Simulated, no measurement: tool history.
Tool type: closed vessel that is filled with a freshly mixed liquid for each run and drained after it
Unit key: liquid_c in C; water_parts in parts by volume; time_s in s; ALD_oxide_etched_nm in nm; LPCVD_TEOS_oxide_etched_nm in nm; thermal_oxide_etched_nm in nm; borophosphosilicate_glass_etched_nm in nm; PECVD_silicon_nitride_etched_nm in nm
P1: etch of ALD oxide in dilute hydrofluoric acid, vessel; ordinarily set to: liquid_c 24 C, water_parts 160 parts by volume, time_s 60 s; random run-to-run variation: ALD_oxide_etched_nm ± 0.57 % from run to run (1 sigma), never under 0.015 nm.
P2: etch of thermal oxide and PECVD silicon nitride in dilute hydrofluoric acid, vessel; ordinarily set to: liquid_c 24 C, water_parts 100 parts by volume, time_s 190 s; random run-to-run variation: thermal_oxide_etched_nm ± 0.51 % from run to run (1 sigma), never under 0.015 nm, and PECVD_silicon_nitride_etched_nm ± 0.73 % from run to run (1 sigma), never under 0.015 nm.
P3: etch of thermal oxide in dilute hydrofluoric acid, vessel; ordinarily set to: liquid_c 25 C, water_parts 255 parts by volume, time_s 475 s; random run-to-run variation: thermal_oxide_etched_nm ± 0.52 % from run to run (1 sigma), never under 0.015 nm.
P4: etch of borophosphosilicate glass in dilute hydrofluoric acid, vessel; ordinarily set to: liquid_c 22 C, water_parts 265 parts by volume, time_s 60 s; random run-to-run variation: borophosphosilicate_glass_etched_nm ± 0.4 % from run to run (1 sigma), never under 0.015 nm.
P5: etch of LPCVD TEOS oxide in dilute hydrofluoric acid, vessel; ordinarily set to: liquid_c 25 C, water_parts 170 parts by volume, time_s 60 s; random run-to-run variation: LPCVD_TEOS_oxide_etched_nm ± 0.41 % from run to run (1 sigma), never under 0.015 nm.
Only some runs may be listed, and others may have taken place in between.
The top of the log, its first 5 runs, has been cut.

run   hour  process  liquid_c  water_parts  time_s  ALD_oxide_etched_nm  LPCVD_TEOS_oxide_etched_nm  thermal_oxide_etched_nm  borophosphosilicate_glass_etched_nm  PECVD_silicon_nitride_etched_nm
  6   71.9       P3        18          255     475                                                                     6.076
  7   83.5       P1        24          100      60               13.967
  8   94.4       P3        25          255     475                                                                    7.7956
  9  103.1       P4        22          265      60                                                                                                         7.3195
 10  117.5       P3        25          255     105                                                                    1.7111
 11  127.8       P1        24          280      60               4.0313
 12  136.6       P2        31          100     190                                                                     12.07                                                                4.9933
 13  149.1       P5        25          170      60                                           18.761
 14  158.3       P4        22          265      30                                                                                                          3.681
 15  172.2       P1        24          160      60               8.1356
 16  183.1       P2        24          180     190                                                                    4.7564                                                                 1.785
 17  191.4       P1      19.5           90      60               13.032
 18  207.8       P3        25           75     475                                                                    32.888
 19  218.5       P1        31          160      60               10.394
 20  230.4       P5        25          170      30                                           9.5195
 21  238.4       P1        24          160      60               8.1211
 22    248       P4        22           75      60                                                                                                         31.706
 23  256.4       P1        19          160      60               6.6721
 24  264.3       P1        24          160      60               8.1219
 25  277.8       P1        24          160     110               14.894
 26  292.8       P4        22          265      60                                                                                                         7.3079
 27  300.2       P2        24          100      45                                                                    2.2005                                                               0.79568
 28  310.4       P2        24          100     190                                                                    9.3129                                                                3.1951

Predict the results of run 29:
 29   325       P5        25          235      60                                                ?

LPCVD_TEOS_oxide_etched_nm: 12.725 nm
